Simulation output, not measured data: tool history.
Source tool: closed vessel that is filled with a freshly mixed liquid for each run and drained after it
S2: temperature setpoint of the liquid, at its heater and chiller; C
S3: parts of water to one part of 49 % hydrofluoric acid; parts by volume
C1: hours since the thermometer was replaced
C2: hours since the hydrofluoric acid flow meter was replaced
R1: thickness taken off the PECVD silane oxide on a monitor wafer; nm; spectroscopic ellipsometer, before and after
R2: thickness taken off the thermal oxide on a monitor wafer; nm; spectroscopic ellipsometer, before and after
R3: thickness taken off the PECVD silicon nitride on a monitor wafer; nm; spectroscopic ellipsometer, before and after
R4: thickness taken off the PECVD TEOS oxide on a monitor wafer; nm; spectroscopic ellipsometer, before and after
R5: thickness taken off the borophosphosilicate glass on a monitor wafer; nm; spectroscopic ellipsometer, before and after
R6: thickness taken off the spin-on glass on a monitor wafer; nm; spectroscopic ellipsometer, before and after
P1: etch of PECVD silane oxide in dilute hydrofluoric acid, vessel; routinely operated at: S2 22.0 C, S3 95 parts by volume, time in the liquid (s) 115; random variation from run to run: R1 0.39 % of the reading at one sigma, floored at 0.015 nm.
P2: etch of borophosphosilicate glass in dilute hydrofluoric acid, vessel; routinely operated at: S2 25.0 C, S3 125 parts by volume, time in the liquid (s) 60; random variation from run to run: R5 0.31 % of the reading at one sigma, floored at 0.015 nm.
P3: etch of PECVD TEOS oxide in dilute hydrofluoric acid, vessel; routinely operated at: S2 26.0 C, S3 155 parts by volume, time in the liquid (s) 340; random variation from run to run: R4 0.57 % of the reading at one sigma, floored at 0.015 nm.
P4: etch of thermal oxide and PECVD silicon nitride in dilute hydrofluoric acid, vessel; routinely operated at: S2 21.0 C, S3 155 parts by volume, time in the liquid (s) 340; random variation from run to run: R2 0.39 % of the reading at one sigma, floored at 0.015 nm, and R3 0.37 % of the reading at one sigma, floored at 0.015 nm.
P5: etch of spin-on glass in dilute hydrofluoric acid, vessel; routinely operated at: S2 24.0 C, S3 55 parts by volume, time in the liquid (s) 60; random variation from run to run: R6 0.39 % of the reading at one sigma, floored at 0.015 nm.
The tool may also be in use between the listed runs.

Run 1, hour 7.2: process that ran P1, S2 22.0 C, S3 95 parts by volume, time in the liquid (s) 115; C1 644.0; C2 1296.1. Result: R1 57.543 nm.
Run 2, hour 14.1: process that ran P4, S2 27.0 C, S3 155 parts by volume, time in the liquid (s) 340; C1 650.9; C2 1303.0. Result: R2 10.4900 nm, R3 9.1993 nm.
Run 3, hour 27.6: process that ran P3, S2 26.0 C, S3 240 parts by volume, time in the liquid (s) 340; C1 664.4; C2 1316.5. Result: R4 15.524 nm.
Run 4, hour 42.8: process that ran P1, S2 22.0 C, S3 95 parts by volume, time in the liquid (s) 50; C1 679.6; C2 1331.7. Result: R1 25.158 nm.
Run 5, hour 58.0: process that ran P1, S2 18.0 C, S3 150 parts by volume, time in the liquid (s) 115; C1 694.8; C2 1346.9. Result: R1 29.504 nm.
Run 6, hour 69.7: process that ran P2, S2 25.0 C, S3 125 parts by volume, time in the liquid (s) 60; C1 706.5; C2 1358.6. Result: R5 25.712 nm.
Run 7, hour 77.2: process that ran P4, S2 21.0 C, S3 155 parts by volume, time in the liquid (s) 125; C1 714.0; C2 1366.1. Result: R2 3.0633 nm, R3 2.3217 nm.
Run 8, hour 88.3: process that ran P5, S2 20.5 C, S3 55 parts by volume, time in the liquid (s) 60; C1 725.1; C2 1377.2. Result: R6 47.709 nm.
Run 9, hour 99.0: process that ran P1, S2 22.0 C, S3 55 parts by volume, time in the liquid (s) 115; C1 735.8; C2 1387.9. Result: R1 104.380 nm.
Run 10, hour 107.8: process that ran P2, S2 31.0 C, S3 125 parts by volume, time in the liquid (s) 60; C1 744.6; C2 1396.7. Result: R5 32.067 nm.
Run 11, hour 115.2: process that ran P1, S2 22.0 C, S3 95 parts by volume, time in the liquid (s) 115; C1 752.0; C2 1404.1. Result: R1 57.128 nm.
At hour 120.5: thermometer replaced.
Run 12, hour 126.4: process that ran P1, S2 22.0 C, S3 95 parts by volume, time in the liquid (s) 115; C1 6.0; C2 1415.3. Result: R1 57.406 nm.
Run 13, hour 140.9: process that ran P4, S2 21.0 C, S3 155 parts by volume, time in the liquid (s) 340; C1 20.5; C2 1429.8. Result: R2 8.2827 nm, R3 6.2573 nm.
Run 14, hour 149.5: process that ran P1, S2 22.0 C, S3 95 parts by volume, time in the liquid (s) 115; C1 29.1; C2 1438.4. Result: R1 57.529 nm.
Run 15, hour 159.4: process that ran P1, S2 17.0 C, S3 40 parts by volume, time in the liquid (s) 115; C1 39.0; C2 1448.3. Result: R1 118.360 nm.
Run 16, hour 171.9: process that ran P4, S2 21.0 C, S3 35 parts by volume, time in the liquid (s) 340; C1 51.5; C2 1460.8. Result: R2 42.6540 nm, R3 26.7180 nm.
Run 17, hour 181.7: process that ran P4, S2 21.0 C, S3 155 parts by volume, time in the liquid (s) 340; C1 61.3; C2 1470.6. Result: R2 8.3431 nm, R3 6.2462 nm.
Run 18, hour 189.7: process that ran P5, S2 24.0 C, S3 55 parts by volume, time in the liquid (s) 60; C1 69.3; C2 1478.6. Result: R6 55.381 nm.
Run 19, hour 198.9: process that ran P3, S2 26.0 C, S3 155 parts by volume, time in the liquid (s) 340; C1 78.5; C2 1487.8. Result: R4 26.221 nm.
Run 20, hour 208.4: process that ran P1, S2 22.0 C, S3 95 parts by volume, time in the liquid (s) 115; C1 88.0; C2 1497.3. Result: R1 57.243 nm.
Run 21, hour 220.0: process that ran P1, S2 22.0 C, S3 135 parts by volume, time in the liquid (s) 115; C1 99.6; C2 1508.9. Result: R1 38.825 nm.
Run 22, hour 233.1: process that ran P1, S2 26.0 C, S3 95 parts by volume, time in the liquid (s) 115; C1 112.7; C2 1522.0. Result: R1 67.803 nm.
Run 23, hour 246.6: process that ran P5, S2 24.0 C, S3 55 parts by volume, time in the liquid (s) 105; C1 126.2; C2 1535.5. Result: R6 97.078 nm.
Run 24, hour 253.4: process that ran P3, S2 26.0 C, S3 155 parts by volume, time in the liquid (s) 170; C1 133.0; C2 1542.3. Result: R4 13.142 nm.
Run 25, hour 264.6: process that ran P2, S2 25.0 C, S3 35 parts by volume, time in the liquid (s) 60; C1 144.2; C2 1553.5. Result: R5 102.330 nm.
Run 26, hour 274.7: process that ran P1, S2 22.0 C, S3 95 parts by volume, time in the liquid (s) 185; C1 154.3; C2 1563.6. Result: R1 92.561 nm.
Run 27, hour 287.7: process that ran P2, S2 25.0 C, S3 125 parts by volume, time in the liquid (s) 100; C1 167.3; C2 1576.6. Result: R5 42.695 nm.
Run 28, hour 298.7: process that ran P5, S2 24.0 C, S3 20 parts by volume, time in the liquid (s) 60; C1 178.3; C2 1587.6. Result: R6 160.710 nm.
Run 29, hour 312.8: process that ran P3, S2 26.0 C, S3 155 parts by volume, time in the liquid (s) 340; C1 192.4; C2 1601.7. Result: R4 26.395 nm.
Run 30, hour 322.2: process that ran P1, S2 17.0 C, S3 95 parts by volume, time in the liquid (s) 115; C1 201.8; C2 1611.1. Result: R1 46.739 nm.
Run 31, hour 333.0: process that ran P1, S2 17.0 C, S3 145 parts by volume, time in the liquid (s) 115; C1 212.6; C2 1621.9. Result: R1 29.148 nm.
Run 32, hour 345.2: process that ran P3, S2 33.5 C, S3 155 parts by volume, time in the liquid (s) 340; C1 224.8; C2 1634.1. Result: R4 34.300 nm.
Run 33, hour 352.4: process that ran P1, S2 22.0 C, S3 95 parts by volume, time in the liquid (s) 115; C1 232.0; C2 1641.3. Result: R1 57.612 nm.
Run 34, hour 366.3: process that ran P1, S2 22.0 C, S3 95 parts by volume, time in the liquid (s) 115; C1 245.9; C2 1655.2. Result: R1 57.771 nm.
Run 35, hour 377.2: process that ran P1, S2 22.0 C, S3 95 parts by volume, time in the liquid (s) 115; C1 256.8; C2 1666.1. Result: R1 60.223 nm.
Run 36, hour 384.7: process that ran P1, S2 22.0 C, S3 95 parts by volume, time in the liquid (s) 115; C1 264.3; C2 1673.6. Result: R1 60.840 nm.
Run 37, hour 391.8: process that ran P1, S2 22.0 C, S3 95 parts by volume, time in the liquid (s) 115; C1 271.4; C2 1680.7. Result: R1 62.111 nm.
Run 38, hour 405.0: process that ran P1, S2 22.0 C, S3 95 parts by volume, time in the liquid (s) 115; C1 284.6; C2 1693.9. Result: R1 62.074 nm.
Run 39, hour 417.3: process that ran P1, S2 22.0 C, S3 95 parts by volume, time in the liquid (s) 115; C1 296.9; C2 1706.2. Result: R1 62.259 nm.
Run 40, hour 427.2: process that ran P1, S2 22.0 C, S3 95 parts by volume, time in the liquid (s) 115; C1 306.8; C2 1716.1. Result: R1 62.379 nm.

Something has made what P1 gives creep away from where it was; the 2 causes below, each at its own stated size, fit the log equally well:
A: hydrofluoric acid flow above the setpoint (%) = 7.61
B: liquid hotter than its thermometer reads (K) = 2.03
The creep began at about hour 366.3.

Which of the 4 check runs listed below separates the causes, so that each cause would produce a clearly different result? Each run uses one wafer, and its results are marked with question marks.
Run check 1, hour 437.1: process that ran P3, S2 26.0 C, S3 155 parts by volume, time in the liquid (s) 340. Result: R4 ?.
Run check 2, hour 437.1: process that ran P4, S2 21.0 C, S3 155 parts by volume, time in the liquid (s) 340. Result: R2 ?, R3 ?.
Run check 3, hour 437.1: process that ran P5, S2 24.0 C, S3 55 parts by volume, time in the liquid (s) 60. Result: R6 ?.
Run check 4, hour 437.1: process that ran P2, S2 25.0 C, S3 125 parts by volume, time in the liquid (s) 60. Result: R5 ?.

Predicted outcomes, by check and by cause:
  check  result    if A    if B
check 1      R4  28.764  28.435
check 2      R2  9.0703  9.0151
check 2      R3  6.7264  7.1515
check 3      R6  60.018  60.261
check 4      R5  27.922  27.736
Distance between the nearest two causes, measured in the result of the check that separates them most: check 1 1.15 %; check 2 6.13 %; check 3 0.4 %; check 4 0.67 %
Of the check runs offered, only check 2 discriminates between the causes; the rest would read about the same regardless of which cause applies.

Here is what check 2 returned: R2 9.0883 nm; R3 6.6997 nm. Which cause is it?

It was cause A: hydrofluoric acid flow above the setpoint (%).

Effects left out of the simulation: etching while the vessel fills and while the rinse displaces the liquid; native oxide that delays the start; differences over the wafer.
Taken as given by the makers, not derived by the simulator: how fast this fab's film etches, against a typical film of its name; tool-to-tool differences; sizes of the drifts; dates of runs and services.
